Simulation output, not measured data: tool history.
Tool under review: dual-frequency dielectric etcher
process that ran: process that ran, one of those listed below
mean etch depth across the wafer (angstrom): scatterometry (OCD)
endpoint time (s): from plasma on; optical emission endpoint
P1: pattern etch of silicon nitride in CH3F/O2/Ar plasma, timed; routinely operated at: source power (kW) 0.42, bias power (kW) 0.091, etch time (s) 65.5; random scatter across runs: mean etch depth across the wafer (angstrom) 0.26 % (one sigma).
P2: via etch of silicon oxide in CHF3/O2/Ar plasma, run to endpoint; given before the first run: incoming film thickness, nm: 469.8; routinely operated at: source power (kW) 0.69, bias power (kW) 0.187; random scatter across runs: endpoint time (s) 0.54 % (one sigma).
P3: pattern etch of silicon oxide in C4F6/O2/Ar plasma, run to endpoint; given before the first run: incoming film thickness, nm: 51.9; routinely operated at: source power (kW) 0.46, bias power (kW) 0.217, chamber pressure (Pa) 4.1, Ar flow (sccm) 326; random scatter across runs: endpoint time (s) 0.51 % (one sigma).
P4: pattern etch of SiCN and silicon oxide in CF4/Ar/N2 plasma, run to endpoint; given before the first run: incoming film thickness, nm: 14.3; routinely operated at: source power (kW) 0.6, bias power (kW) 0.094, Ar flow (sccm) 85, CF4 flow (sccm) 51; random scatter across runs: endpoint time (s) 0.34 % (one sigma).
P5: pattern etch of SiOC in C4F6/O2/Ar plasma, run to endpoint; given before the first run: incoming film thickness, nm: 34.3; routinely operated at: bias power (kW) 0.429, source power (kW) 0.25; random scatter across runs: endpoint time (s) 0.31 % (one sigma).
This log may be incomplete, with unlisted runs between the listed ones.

| run | hour | process that ran | source power (kW) | bias power (kW) | etch time (s) | chamber pressure (Pa) | Ar flow (sccm) | CF4 flow (sccm) | hours since the last wet clean | hours since the last source power generator calibration | hours since the last bias power generator calibration | mean etch depth across the wafer (angstrom) | endpoint time (s) |
|---|---|---|---|---|---|---|---|---|---|---|---|---|---|
| 1 | 7.2 | P1 | 0.42 | 0.091 | 65.5 |  |  |  | 211.3 | 1846.2 | 2006.2 | 521.14 |  |
| 2 | 16.3 | P1 | 0.42 | 0.054 | 65.5 |  |  |  | 220.4 | 1855.3 | 2015.3 | 437.15 |  |
| 3 | 26.6 | P3 | 0.46 | 0.217 |  | 4.1 | 228 |  | 230.7 | 1865.6 | 2025.6 |  | 13.929 |
| 4 | 39.7 | P2 | 0.69 | 0.187 |  |  |  |  | 243.8 | 1878.7 | 2038.7 |  | 222.95 |
| 5 | 50.1 | P1 | 0.42 | 0.091 | 65.5 |  |  |  | 254.2 | 1889.1 | 2049.1 | 522.77 |  |
| 6 | 61.7 | P1 | 0.5 | 0.091 | 65.5 |  |  |  | 265.8 | 1900.7 | 2060.7 | 556.67 |  |
| 7 | 73.1 | P3 | 0.46 | 0.133 |  | 4.1 | 326 |  | 277.2 | 1912.1 | 2072.1 |  | 16.928 |
| 8 | 85.2 | P1 | 0.33 | 0.091 | 65.5 |  |  |  | 289.3 | 1924.2 | 2084.2 | 475.76 |  |
| 9 | 94.9 | P1 | 0.42 | 0.091 | 65.5 |  |  |  | 299 | 1933.9 | 2093.9 | 521.67 |  |
| 10 | 107.7 | P4 | 0.6 | 0.094 |  |  | 85 | 67 | 311.8 | 1946.7 | 2106.7 |  | 11.369 |
| 11 | 115.8 | P1 | 0.42 | 0.091 | 65.5 |  |  |  | 319.9 | 1954.8 | 2114.8 | 520.42 |  |
| 12 | 124.1 | P1 | 0.42 | 0.091 | 84.5 |  |  |  | 328.2 | 1963.1 | 2123.1 | 674.65 |  |
| 13 | 136.4 | P1 | 0.42 | 0.109 | 65.5 |  |  |  | 340.5 | 1975.4 | 2135.4 | 555.59 |  |
| 14 | 150.5 | P1 | 0.42 | 0.091 | 65.5 |  |  |  | 354.6 | 1989.5 | 2149.5 | 520.42 |  |
| 15 | 161.9 | P1 | 0.42 | 0.091 | 65.5 |  |  |  | 366 | 2000.9 | 2160.9 | 523.91 |  |
| 16 | 170 | P1 | 0.55 | 0.091 | 41 |  |  |  | 374.1 | 2009 | 2169 | 361.29 |  |
| 17 | 183 | P5 | 0.25 | 0.429 |  |  |  |  | 387.1 | 2022 | 2182 |  | 14.107 |
| 18 | 196.2 | P3 | 0.46 | 0.217 |  | 4.9 | 326 |  | 400.3 | 2035.2 | 2195.2 |  | 14.851 |
| 19 | 207.4 | P5 | 0.25 | 0.599 |  |  |  |  | 411.5 | 2046.4 | 2206.4 |  | 12.475 |
| 20 | 215.1 | P2 | 0.44 | 0.187 |  |  |  |  | 419.2 | 2054.1 | 2214.1 |  | 263.03 |
| 21 | 222.9 | P3 | 0.46 | 0.217 |  | 4.1 | 326 |  | 427 | 2061.9 | 2221.9 |  | 14.629 |
| 22 | 229.7 | P1 | 0.42 | 0.091 | 44.5 |  |  |  | 433.8 | 2068.7 | 2228.7 | 355.08 |  |
| 23 | 236.4 | P4 | 0.6 | 0.069 |  |  | 85 | 51 | 440.5 | 2075.4 | 2235.4 |  | 13.089 |
| 24 | 244.6 | P3 | 0.26 | 0.217 |  | 4.1 | 326 |  | 448.7 | 2083.6 | 2243.6 |  | 18.111 |
| 25 | 251.9 | P4 | 0.6 | 0.094 |  |  | 85 | 51 | 456 | 2090.9 | 2250.9 |  | 11.659 |
| 26 | 266.5 | P2 | 0.69 | 0.111 |  |  |  |  | 470.6 | 2105.5 | 2265.5 |  | 262.15 |
| 27 | 276.5 | P4 | 0.77 | 0.094 |  |  | 85 | 51 | 480.6 | 2115.5 | 2275.5 |  | 9.4609 |
| 28 | 289.2 | P5 | 0.34 | 0.429 |  |  |  |  | 493.3 | 2128.2 | 2288.2 |  | 12.556 |
| 29 | 300.6 | P1 | 0.53 | 0.091 | 52 |  |  |  | 504.7 | 2139.6 | 2299.6 | 452.5 |  |
| 30 | 315.3 | P4 | 0.6 | 0.094 |  |  | 55 | 51 | 519.4 | 2154.3 | 2314.3 |  | 11 |
| 31 | 325 | P5 | 0.25 | 0.429 |  |  |  |  | 529.1 | 2164 | 2324 |  | 14.166 |
| 32 | 332.2 | P1 | 0.42 | 0.091 | 65.5 |  |  |  | 536.3 | 2171.2 | 2331.2 | 521.1 |  |
| 33 | 340.7 | P1 | 0.42 | 0.091 | 65.5 |  |  |  | 544.8 | 2179.7 | 2339.7 | 523.8 |  |
| 34 | 348.3 | P1 | 0.42 | 0.091 | 65.5 |  |  |  | 552.4 | 2187.3 | 2347.3 | 526.08 |  |
| 35 | 355.8 | P1 | 0.42 | 0.091 | 65.5 |  |  |  | 559.9 | 2194.8 | 2354.8 | 526.23 |  |
| 36 | 364.8 | P1 | 0.42 | 0.091 | 65.5 |  |  |  | 568.9 | 2203.8 | 2363.8 | 529.34 |  |
|  | 365.1 | wet clean of the chamber |
| 37 | 373.9 | P1 | 0.42 | 0.091 | 65.5 |  |  |  | 8.9 | 2212.9 | 2372.9 | 530.98 |  |
| 38 | 381.5 | P1 | 0.42 | 0.091 | 65.5 |  |  |  | 16.5 | 2220.5 | 2380.5 | 527.96 |  |
| 39 | 388.2 | P1 | 0.42 | 0.091 | 65.5 |  |  |  | 23.2 | 2227.2 | 2387.2 | 529.12 |  |

The log shows P1 creeping away from where it was. Any of the 2 causes listed here, at the size stated for it, fits the log just as well as the others:
A: bias power that arrives over what is set, % = 3.98
B: source power that arrives over what is set, % = 3.83
Creep in the process output first set in at about hour 332.2.
The rest of the possible causes, and what rules out each one:
chamber walls in a state that raises the etch rate, %: work on it at hour 365.1, done after the drift set in, did not restore what the process gave before

The list below offers 4 check runs, each averaging the results of 2 wafers, and shows each result as a question mark. For which of them would the listed causes give clearly different results?
| check 1 | 394.9 | P4 | 0.6 | 0.094 |  |  | 65 | 64 |  |  |  |  | ? |
| check 2 | 394.9 | P2 | 0.46 | 0.151 |  |  |  |  |  |  |  |  | ? |
| check 3 | 394.9 | P5 | 0.34 | 0.595 |  |  |  |  |  |  |  |  | ? |
| check 4 | 394.9 | P3 | 0.27 | 0.136 |  | 4.1 | 326 |  |  |  |  |  | ? |

Outcome of each check run for each possible cause:
| check | result | if A | if B |
|---|---|---|---|
| check 1 | endpoint time (s) | 10.848 | 10.631 |
| check 2 | endpoint time (s) | 274.96 | 274.55 |
| check 3 | endpoint time (s) | 10.977 | 10.992 |
| check 4 | endpoint time (s) | 20.554 | 20.497 |
Minimum pairwise separation of causes per check, each pair taken at its best-separating result: check 1 2.02 %; check 2 0.15 %; check 3 0.13 %; check 4 0.28 %
The other checks would show nearly matching results whichever cause is true, so check 1 is the only one that separates the causes.

Here is what check 1 returned: endpoint time (s) 10.612. Which cause is it?

It is B: source power that arrives over what is set, %.

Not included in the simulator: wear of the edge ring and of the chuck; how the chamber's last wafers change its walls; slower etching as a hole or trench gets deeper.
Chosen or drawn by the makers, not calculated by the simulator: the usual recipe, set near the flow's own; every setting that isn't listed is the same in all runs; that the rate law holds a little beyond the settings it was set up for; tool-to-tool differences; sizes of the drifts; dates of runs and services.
